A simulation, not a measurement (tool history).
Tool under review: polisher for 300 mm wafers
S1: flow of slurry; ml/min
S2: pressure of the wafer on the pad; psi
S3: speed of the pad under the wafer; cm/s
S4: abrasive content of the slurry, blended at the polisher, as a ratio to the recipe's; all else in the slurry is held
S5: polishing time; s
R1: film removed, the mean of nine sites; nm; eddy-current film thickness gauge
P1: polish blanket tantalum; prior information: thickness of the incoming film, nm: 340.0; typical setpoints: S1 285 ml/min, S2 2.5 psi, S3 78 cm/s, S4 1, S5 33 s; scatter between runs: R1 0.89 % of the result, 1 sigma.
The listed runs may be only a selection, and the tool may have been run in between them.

run   hour   S1   S2   S3    S4  S5      R1
  1    7.8  285  2.5   78     1  33  49.299
  2   13.9  285  2.5   78     1  33  49.181
  3   18.4  285  2.5   78     1  33  49.214
  4   27.2  285  2.5   78   1.3  33  52.588
  5   36.7  285  2.5   36     1  33  22.825
  6   42.1  285  2.5   78     1  33  49.945
  7   46.8  285  2.5   78  0.55  33  40.199
  8   52.6  285  1.4   78     1  17  14.527
  9     62  285  2.5   78     1  33  49.688
 10   68.7  285  2.5   78     1  52   78.09
 11   78.4  285  1.4   78     1  33  27.782
 12   88.3  430  2.5   78     1  33  50.931
 13   94.8  285  3.8   78  0.75  33  69.107
 14  101.1  285  3.6   78     1  33  71.826
 15  107.7  285  2.5   78     1  33  49.507
 16    117  285  2.5   78     1  19  28.378
 17  123.6  285  2.5  122     1  33  77.708
 18  132.9  190  2.5   78     1  33   47.36
 19  141.7  285  2.5   78     1  33  49.489
 20  147.3  285  2.5   78     1  33  47.095
 21  153.1  285  2.5   78     1  33  45.403
 22  159.9  285  2.5   78     1  33  45.454
 23  168.5  285  2.5   78     1  33  43.898
       172  -- worn pad replaced by a new one
 24  177.8  285  2.5   78     1  33  44.016
 25  183.3  285  2.5   78     1  33  43.983

What will run 26 give?
 26  193.6  285  2.5  78   1  33   ?

R1: 43.052 nm

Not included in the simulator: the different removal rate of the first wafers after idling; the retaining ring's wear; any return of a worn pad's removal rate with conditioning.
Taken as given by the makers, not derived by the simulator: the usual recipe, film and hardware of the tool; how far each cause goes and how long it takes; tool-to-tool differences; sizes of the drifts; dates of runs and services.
